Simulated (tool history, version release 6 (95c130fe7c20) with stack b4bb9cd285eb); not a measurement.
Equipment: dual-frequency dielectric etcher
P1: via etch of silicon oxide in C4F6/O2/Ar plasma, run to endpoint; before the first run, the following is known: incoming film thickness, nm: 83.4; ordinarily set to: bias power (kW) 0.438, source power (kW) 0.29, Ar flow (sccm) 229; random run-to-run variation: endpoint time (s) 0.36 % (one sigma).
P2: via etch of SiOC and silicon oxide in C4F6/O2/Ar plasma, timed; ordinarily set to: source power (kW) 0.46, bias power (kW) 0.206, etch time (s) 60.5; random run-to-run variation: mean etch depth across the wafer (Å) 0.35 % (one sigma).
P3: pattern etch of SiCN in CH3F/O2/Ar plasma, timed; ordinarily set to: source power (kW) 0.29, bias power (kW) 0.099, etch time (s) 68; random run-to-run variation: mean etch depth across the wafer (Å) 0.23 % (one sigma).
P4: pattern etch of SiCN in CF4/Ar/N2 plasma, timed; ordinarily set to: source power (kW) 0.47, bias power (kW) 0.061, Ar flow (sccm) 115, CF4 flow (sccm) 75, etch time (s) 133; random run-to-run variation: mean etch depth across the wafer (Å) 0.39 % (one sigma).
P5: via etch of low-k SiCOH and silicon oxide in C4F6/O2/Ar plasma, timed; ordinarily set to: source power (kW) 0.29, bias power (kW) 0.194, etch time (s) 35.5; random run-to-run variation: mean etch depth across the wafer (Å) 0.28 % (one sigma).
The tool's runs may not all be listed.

run,day,process that ran,bias power (kW),source power (kW),Ar flow (sccm),CF4 flow (sccm),etch time (s),endpoint time (s),mean etch depth across the wafer (Å)
1,0.4,P1,0.438,0.29,229,,,20.999,
2,0.825,P4,0.061,0.64,115,75,133,,1448.2
3,1.25,P1,0.438,0.29,229,,,20.952,
4,1.688,P1,0.323,0.29,229,,,23.55,
5,2.279,P1,0.438,0.21,229,,,23.703,
6,2.658,P1,0.438,0.29,273,,,21.388,
7,3.058,P4,0.061,0.47,115,52,133,,1042.5
8,3.712,P3,0.099,0.29,,,68,,249.22
9,4.05,P4,0.061,0.47,115,75,133,,1110.4
10,4.775,P2,0.206,0.46,,,60.5,,795.05
11,5.412,P4,0.061,0.47,115,75,100.5,,832.21
12,5.921,P2,0.206,0.6,,,60.5,,883.57
13,6.508,P3,0.099,0.29,,,48,,175.06
14,6.917,P4,0.061,0.47,70,75,133,,1185.1
15,7.4,P5,0.194,0.29,,,51.5,,1262.9
16,7.908,P2,0.206,0.46,,,44.5,,585.53
17,8.367,P3,0.099,0.18,,,68,,207.71
18,8.846,P1,0.438,0.39,229,,,18.895,
19,9.542,P5,0.194,0.29,,,35.5,,868.87
20,9.883,P1,0.438,0.29,229,,,21.11,
21,10.233,P3,0.058,0.29,,,68,,204.37
22,10.967,P5,0.194,0.39,,,35.5,,969.16
23,11.525,P5,0.249,0.29,,,35.5,,947.01
24,11.879,P4,0.061,0.47,115,75,133,,1108
25,12.425,P1,0.438,0.29,149,,,20.109,
26,12.917,P2,0.159,0.46,,,60.5,,732.09
27,13.362,P1,0.311,0.21,229,,,27.019,
28,14.071,P5,0.194,0.29,,,35.5,,871.38
29,14.454,P4,0.048,0.47,115,75,133,,1021
30,15.05,P1,0.438,0.29,229,,,21.021,

Expected results for the next run?
31,15.692,P1,0.549,0.29,229,,,?,

Run 31 gave endpoint time (s) 19.387.

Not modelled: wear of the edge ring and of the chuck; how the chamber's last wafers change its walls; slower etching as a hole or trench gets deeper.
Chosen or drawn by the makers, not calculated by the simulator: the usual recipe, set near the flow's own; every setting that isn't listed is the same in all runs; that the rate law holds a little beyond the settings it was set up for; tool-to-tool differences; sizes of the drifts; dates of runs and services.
